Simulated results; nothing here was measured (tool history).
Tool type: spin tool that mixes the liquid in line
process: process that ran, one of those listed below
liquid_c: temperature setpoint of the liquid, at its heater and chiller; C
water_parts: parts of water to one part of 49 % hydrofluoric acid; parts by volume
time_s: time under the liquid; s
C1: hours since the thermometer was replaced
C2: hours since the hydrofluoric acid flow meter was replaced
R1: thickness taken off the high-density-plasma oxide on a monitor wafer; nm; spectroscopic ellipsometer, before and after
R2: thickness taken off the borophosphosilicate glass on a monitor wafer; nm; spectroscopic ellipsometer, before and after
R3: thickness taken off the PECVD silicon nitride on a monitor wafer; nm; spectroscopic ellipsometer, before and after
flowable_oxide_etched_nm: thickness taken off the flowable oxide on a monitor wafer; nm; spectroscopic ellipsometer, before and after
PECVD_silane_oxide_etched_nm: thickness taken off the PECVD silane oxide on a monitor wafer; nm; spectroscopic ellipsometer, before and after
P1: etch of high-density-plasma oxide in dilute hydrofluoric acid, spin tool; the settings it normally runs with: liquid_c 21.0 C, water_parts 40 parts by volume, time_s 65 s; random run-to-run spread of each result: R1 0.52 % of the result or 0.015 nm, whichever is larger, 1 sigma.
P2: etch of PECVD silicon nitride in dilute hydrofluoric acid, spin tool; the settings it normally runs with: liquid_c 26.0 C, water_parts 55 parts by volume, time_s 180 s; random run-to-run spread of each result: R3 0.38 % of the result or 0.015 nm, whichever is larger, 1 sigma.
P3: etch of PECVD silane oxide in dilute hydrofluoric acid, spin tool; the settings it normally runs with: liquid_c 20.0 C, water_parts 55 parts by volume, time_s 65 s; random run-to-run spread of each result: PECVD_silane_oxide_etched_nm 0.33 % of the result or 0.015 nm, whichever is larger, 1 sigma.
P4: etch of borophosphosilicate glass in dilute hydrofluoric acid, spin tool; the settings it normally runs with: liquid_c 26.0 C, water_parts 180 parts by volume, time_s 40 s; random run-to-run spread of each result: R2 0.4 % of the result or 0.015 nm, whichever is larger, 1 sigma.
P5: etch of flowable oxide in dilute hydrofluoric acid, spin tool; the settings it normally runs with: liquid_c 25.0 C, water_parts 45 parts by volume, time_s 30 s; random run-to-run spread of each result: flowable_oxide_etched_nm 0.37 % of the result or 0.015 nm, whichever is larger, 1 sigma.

{"run": 1, "hour": 7.0, "process": "P1", "liquid_c": 21.0, "water_parts": 40, "time_s": 65, "C1": 212.5, "C2": 1772.3, "R1": 9.275}
{"run": 2, "hour": 14.9, "process": "P4", "liquid_c": 20.0, "water_parts": 180, "time_s": 40, "C1": 220.4, "C2": 1780.2, "R2": 7.8742}
{"run": 3, "hour": 24.1, "process": "P2", "liquid_c": 26.0, "water_parts": 55, "time_s": 180, "C1": 229.6, "C2": 1789.4, "R3": 12.799}
{"run": 4, "hour": 30.5, "process": "P4", "liquid_c": 26.0, "water_parts": 180, "time_s": 65, "C1": 236.0, "C2": 1795.8, "R2": 16.164}
{"run": 5, "hour": 37.3, "process": "P5", "liquid_c": 25.0, "water_parts": 45, "time_s": 30, "C1": 242.8, "C2": 1802.6, "flowable_oxide_etched_nm": 51.574}
{"run": 6, "hour": 43.3, "process": "P1", "liquid_c": 21.0, "water_parts": 40, "time_s": 65, "C1": 248.8, "C2": 1808.6, "R1": 9.288}
{"run": 7, "hour": 50.8, "process": "P1", "liquid_c": 21.0, "water_parts": 20, "time_s": 65, "C1": 256.3, "C2": 1816.1, "R1": 19.237}
{"run": 8, "hour": 59.7, "process": "P4", "liquid_c": 26.0, "water_parts": 180, "time_s": 40, "C1": 265.2, "C2": 1825.0, "R2": 9.9373}
{"run": 9, "hour": 69.2, "process": "P1", "liquid_c": 21.0, "water_parts": 40, "time_s": 95, "C1": 274.7, "C2": 1834.5, "R1": 13.601}
{"run": 10, "hour": 78.4, "process": "P4", "liquid_c": 26.0, "water_parts": 180, "time_s": 40, "C1": 283.9, "C2": 1843.7, "R2": 9.9751}
{"run": 11, "hour": 84.9, "process": "P1", "liquid_c": 21.0, "water_parts": 70, "time_s": 65, "C1": 290.4, "C2": 1850.2, "R1": 5.1181}
{"run": 12, "hour": 92.9, "process": "P2", "liquid_c": 32.5, "water_parts": 55, "time_s": 180, "C1": 298.4, "C2": 1858.2, "R3": 19.726}
{"run": 13, "hour": 98.5, "process": "P1", "liquid_c": 21.0, "water_parts": 40, "time_s": 65, "C1": 304.0, "C2": 1863.8, "R1": 9.3097}
{"run": 14, "hour": 103.5, "process": "P1", "liquid_c": 17.0, "water_parts": 40, "time_s": 65, "C1": 309.0, "C2": 1868.8, "R1": 7.841}
{"run": 15, "hour": 109.1, "process": "P2", "liquid_c": 26.0, "water_parts": 55, "time_s": 180, "C1": 314.6, "C2": 1874.4, "R3": 12.897}
{"run": 16, "hour": 116.4, "process": "P2", "liquid_c": 26.0, "water_parts": 95, "time_s": 180, "C1": 321.9, "C2": 1881.7, "R3": 7.545}
{"run": 17, "hour": 124.5, "process": "P3", "liquid_c": 20.0, "water_parts": 25, "time_s": 65, "C1": 330.0, "C2": 1889.8, "PECVD_silane_oxide_etched_nm": 35.114}
{"run": 18, "hour": 129.8, "process": "P5", "liquid_c": 32.0, "water_parts": 45, "time_s": 30, "C1": 335.3, "C2": 1895.1, "flowable_oxide_etched_nm": 68.171}
{"run": 19, "hour": 139.5, "process": "P1", "liquid_c": 26.0, "water_parts": 40, "time_s": 125, "C1": 345.0, "C2": 1904.8, "R1": 22.089}
{"run": 20, "hour": 145.3, "process": "P3", "liquid_c": 20.0, "water_parts": 55, "time_s": 15, "C1": 350.8, "C2": 1910.6, "PECVD_silane_oxide_etched_nm": 3.5392}
{"run": 21, "hour": 152.6, "process": "P5", "liquid_c": 25.0, "water_parts": 70, "time_s": 30, "C1": 358.1, "C2": 1917.9, "flowable_oxide_etched_nm": 32.194}
{"run": 22, "hour": 159.1, "process": "P4", "liquid_c": 26.0, "water_parts": 40, "time_s": 40, "C1": 364.6, "C2": 1924.4, "R2": 53.271}
{"run": 23, "hour": 166.6, "process": "P5", "liquid_c": 25.0, "water_parts": 45, "time_s": 50, "C1": 372.1, "C2": 1931.9, "flowable_oxide_etched_nm": 86.234}
{"run": 24, "hour": 174.2, "process": "P2", "liquid_c": 26.0, "water_parts": 55, "time_s": 280, "C1": 379.7, "C2": 1939.5, "R3": 20.143}
{"run": 25, "hour": 181.1, "process": "P1", "liquid_c": 21.0, "water_parts": 40, "time_s": 65, "C1": 386.6, "C2": 1946.4, "R1": 9.4493}
{"run": 26, "hour": 186.0, "process": "P3", "liquid_c": 26.5, "water_parts": 55, "time_s": 65, "C1": 391.5, "C2": 1951.3, "PECVD_silane_oxide_etched_nm": 20.108}
{"run": 27, "hour": 193.7, "process": "P1", "liquid_c": 25.0, "water_parts": 40, "time_s": 65, "C1": 399.2, "C2": 1959.0, "R1": 10.922}
{"run": 28, "hour": 203.2, "process": "P1", "liquid_c": 17.0, "water_parts": 40, "time_s": 125, "C1": 408.7, "C2": 1968.5, "R1": 15.019}
{"run": 29, "hour": 210.6, "process": "P3", "liquid_c": 20.0, "water_parts": 55, "time_s": 65, "C1": 416.1, "C2": 1975.9, "PECVD_silane_oxide_etched_nm": 15.313}
{"run": 30, "hour": 214.8, "process": "P1", "liquid_c": 21.0, "water_parts": 40, "time_s": 30, "C1": 420.3, "C2": 1980.1, "R1": 4.2882}
{"run": 31, "hour": 224.4, "process": "P1", "liquid_c": 21.0, "water_parts": 40, "time_s": 65, "C1": 429.9, "C2": 1989.7, "R1": 9.4047}
{"run": 32, "hour": 229.9, "process": "P1", "liquid_c": 21.0, "water_parts": 40, "time_s": 65, "C1": 435.4, "C2": 1995.2, "R1": 9.3324}
{"run": 33, "hour": 234.4, "process": "P1", "liquid_c": 21.0, "water_parts": 40, "time_s": 65, "C1": 439.9, "C2": 1999.7, "R1": 9.5132}
{"run": 34, "hour": 243.0, "process": "P1", "liquid_c": 21.0, "water_parts": 40, "time_s": 65, "C1": 448.5, "C2": 2008.3, "R1": 9.7992}
{"run": 35, "hour": 248.5, "process": "P1", "liquid_c": 21.0, "water_parts": 40, "time_s": 65, "C1": 454.0, "C2": 2013.8, "R1": 9.8613}
{"run": 36, "hour": 253.7, "process": "P1", "liquid_c": 21.0, "water_parts": 40, "time_s": 65, "C1": 459.2, "C2": 2019.0, "R1": 9.9138}
{"run": 37, "hour": 262.4, "process": "P1", "liquid_c": 21.0, "water_parts": 40, "time_s": 65, "C1": 467.9, "C2": 2027.7, "R1": 10.098}
{"run": 38, "hour": 271.6, "process": "P1", "liquid_c": 21.0, "water_parts": 40, "time_s": 65, "C1": 477.1, "C2": 2036.9, "R1": 10.022}
{"run": 39, "hour": 276.6, "process": "P1", "liquid_c": 21.0, "water_parts": 40, "time_s": 65, "C1": 482.1, "C2": 2041.9, "R1": 10.099}
{"run": 40, "hour": 283.0, "process": "P1", "liquid_c": 21.0, "water_parts": 40, "time_s": 65, "C1": 488.5, "C2": 2048.3, "R1": 10.185}
{"run": 41, "hour": 290.0, "process": "P1", "liquid_c": 21.0, "water_parts": 40, "time_s": 65, "C1": 495.5, "C2": 2055.3, "R1": 10.165}

What P1 gives has crept away from where it was. These 2 causes fit the log equally well, each at the size given:
A: hydrofluoric acid flow above the setpoint (%) = 8.39
B: liquid hotter than its thermometer reads (K) = 2.01
The gradual shift began around hour 229.9.

Consider the 4 single-wafer check runs listed below, results given as question marks: which one distinguishes between the causes by giving clearly different results for each?
{"run": "check 1", "hour": 297.0, "process": "P5", "liquid_c": 25.0, "water_parts": 60, "time_s": 30, "flowable_oxide_etched_nm": "?"}
{"run": "check 2", "hour": 297.0, "process": "P2", "liquid_c": 30.5, "water_parts": 55, "time_s": 180, "R3": "?"}
{"run": "check 3", "hour": 297.0, "process": "P3", "liquid_c": 24.0, "water_parts": 35, "time_s": 65, "PECVD_silane_oxide_etched_nm": "?"}
{"run": "check 4", "hour": 297.0, "process": "P4", "liquid_c": 26.0, "water_parts": 65, "time_s": 40, "R2": "?"}

Predicted outcomes, by check and by cause:
check=check_1 result=flowable_oxide_etched_nm if_A=41.383 if_B=41.135
check=check_2 result=R3 if_A=18.773 if_B=19.693
check=check_3 result=PECVD_silane_oxide_etched_nm if_A=31.8470 if_B=31.8110
check=check_4 result=R2 if_A=34.7060 if_B=34.4410
Per-check spread between the two closest causes, in the result where they differ most: check 1 0.6 %; check 2 4.79 %; check 3 0.11 %; check 4 0.77 %
The other checks would show nearly matching results whichever cause is true, so check 2 is the only one that separates the causes.

Here is what check 2 returned: R3 19.690 nm. Which cause is it?

The cause is B: liquid hotter than its thermometer reads (K).
